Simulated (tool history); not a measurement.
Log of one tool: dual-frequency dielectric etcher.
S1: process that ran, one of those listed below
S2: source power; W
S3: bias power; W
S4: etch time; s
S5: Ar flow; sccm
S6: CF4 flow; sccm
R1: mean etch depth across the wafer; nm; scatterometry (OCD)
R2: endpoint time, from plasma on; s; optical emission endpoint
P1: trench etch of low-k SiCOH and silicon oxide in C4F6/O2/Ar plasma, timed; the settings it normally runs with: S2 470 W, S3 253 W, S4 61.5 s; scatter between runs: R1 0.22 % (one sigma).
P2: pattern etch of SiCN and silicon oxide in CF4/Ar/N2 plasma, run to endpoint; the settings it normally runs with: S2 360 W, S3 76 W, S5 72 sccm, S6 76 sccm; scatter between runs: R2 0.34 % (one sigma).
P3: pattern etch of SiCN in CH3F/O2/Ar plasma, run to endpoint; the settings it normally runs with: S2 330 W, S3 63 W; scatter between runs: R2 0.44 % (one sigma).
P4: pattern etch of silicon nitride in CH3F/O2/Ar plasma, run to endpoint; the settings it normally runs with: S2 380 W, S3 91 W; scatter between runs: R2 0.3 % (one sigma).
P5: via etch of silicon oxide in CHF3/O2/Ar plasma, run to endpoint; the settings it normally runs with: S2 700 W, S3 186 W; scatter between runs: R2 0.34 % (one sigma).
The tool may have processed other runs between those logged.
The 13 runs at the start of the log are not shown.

run 14 day=2.588 | S1=P4 S2=380 S3=91 | R2=72.407
run 15 day=2.742 | S1=P4 S2=380 S3=91 | R2=72.550
run 16 day=2.921 | S1=P1 S2=470 S3=253 S4=61.5 | R1=235.05
run 17 day=3.067 | S1=P2 S2=360 S3=76 S5=86 S6=76 | R2=14.323
run 18 day=3.196 | S1=P1 S2=380 S3=253 S4=48.0 | R1=168.83
run 19 day=3.333 | S1=P2 S2=470 S3=76 S5=72 S6=76 | R2=11.064
run 20 day=3.521 | S1=P2 S2=360 S3=76 S5=72 S6=76 | R2=13.989
run 21 day=3.646 | S1=P1 S2=470 S3=253 S4=40.5 | R1=154.52
run 22 day=3.812 | S1=P1 S2=470 S3=306 S4=61.5 | R1=250.99
run 23 day=3.921 | S1=P1 S2=470 S3=253 S4=75.5 | R1=288.20
run 24 day=4.121 | S1=P1 S2=470 S3=253 S4=61.5 | R1=234.73
run 25 day=4.317 | S1=P1 S2=330 S3=159 S4=61.5 | R1=176.06
run 26 day=4.508 | S1=P1 S2=470 S3=253 S4=61.5 | R1=235.14
run 27 day=4.692 | S1=P1 S2=470 S3=161 S4=61.5 | R1=203.67
run 28 day=4.858 | S1=P5 S2=700 S3=186 | R2=375.900

Run 29 is up next; what results do you expect?
run 29 day=4.983 | S1=P3 S2=330 S3=63 | R2=?

Run 29 yielded R2 30.102 s.
